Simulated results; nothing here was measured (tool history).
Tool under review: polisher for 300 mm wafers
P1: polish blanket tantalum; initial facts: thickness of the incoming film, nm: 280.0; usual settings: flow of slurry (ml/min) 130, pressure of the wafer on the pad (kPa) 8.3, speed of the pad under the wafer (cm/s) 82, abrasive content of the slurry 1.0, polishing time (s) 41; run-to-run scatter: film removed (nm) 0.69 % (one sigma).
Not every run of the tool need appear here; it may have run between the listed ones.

| run | hour | flow of slurry (ml/min) | pressure of the wafer on the pad (kPa) | speed of the pad under the wafer (cm/s) | abrasive content of the slurry | polishing time (s) | wafers polished on this pad | hours since the slurry nozzle was cleaned | hours since the head pressure was calibrated | hours since the slurry blender was calibrated | film removed (nm) |
|---|---|---|---|---|---|---|---|---|---|---|---|
| 1 | 12.5 | 130 | 8.3 | 82 | 1.0 | 41 | 590 | 219.8 | 332.6 | 172.0 | 30.444 |
| 2 | 22.9 | 130 | 8.3 | 106 | 1.0 | 41 | 673 | 230.2 | 343.0 | 182.4 | 39.477 |
| 3 | 35.1 | 130 | 10.3 | 82 | 1.0 | 51 | 770 | 242.4 | 355.2 | 194.6 | 47.492 |
| 4 | 42.2 | 130 | 8.3 | 82 | 1.0 | 41 | 827 | 249.5 | 362.3 | 201.7 | 30.362 |
| 5 | 49.3 | 130 | 8.3 | 82 | 1.0 | 41 | 884 | 256.6 | 369.4 | 208.8 | 30.162 |
| 6 | 63.4 | 130 | 8.3 | 36 | 1.0 | 41 | 997 | 270.7 | 383.5 | 222.9 | 13.199 |
|  | 68.0 | slurry blender recalibrated |
| 7 | 75.5 | 130 | 8.3 | 82 | 1.0 | 54 | 1093 | 282.8 | 395.6 | 7.5 | 39.815 |
| 8 | 85.6 | 130 | 4.1 | 82 | 1.0 | 41 | 1174 | 292.9 | 405.7 | 17.6 | 15.206 |
| 9 | 96.8 | 130 | 8.3 | 82 | 1.0 | 41 | 1263 | 304.1 | 416.9 | 28.8 | 30.245 |
| 10 | 105.2 | 80 | 8.3 | 82 | 1.0 | 41 | 1331 | 312.5 | 425.3 | 37.2 | 26.818 |
| 11 | 113.8 | 130 | 8.3 | 82 | 1.4 | 41 | 1399 | 321.1 | 433.9 | 45.8 | 32.912 |
| 12 | 126.0 | 130 | 8.3 | 82 | 1.0 | 41 | 1497 | 333.3 | 446.1 | 58.0 | 30.421 |
| 13 | 133.6 | 130 | 8.3 | 82 | 1.0 | 41 | 1558 | 340.9 | 453.7 | 65.6 | 30.153 |
| 14 | 142.5 | 130 | 8.3 | 82 | 1.0 | 41 | 1629 | 349.8 | 462.6 | 74.5 | 30.133 |
| 15 | 156.8 | 130 | 13.1 | 82 | 1.0 | 41 | 1743 | 364.1 | 476.9 | 88.8 | 48.138 |

Expected results for the next run?
| 16 | 164.0 | 130 | 8.3 | 82 | 1.0 | 21 | 1800 | 371.3 | 484.1 | 96.0 | ? |

Run 16 gave film removed (nm) 15.601.
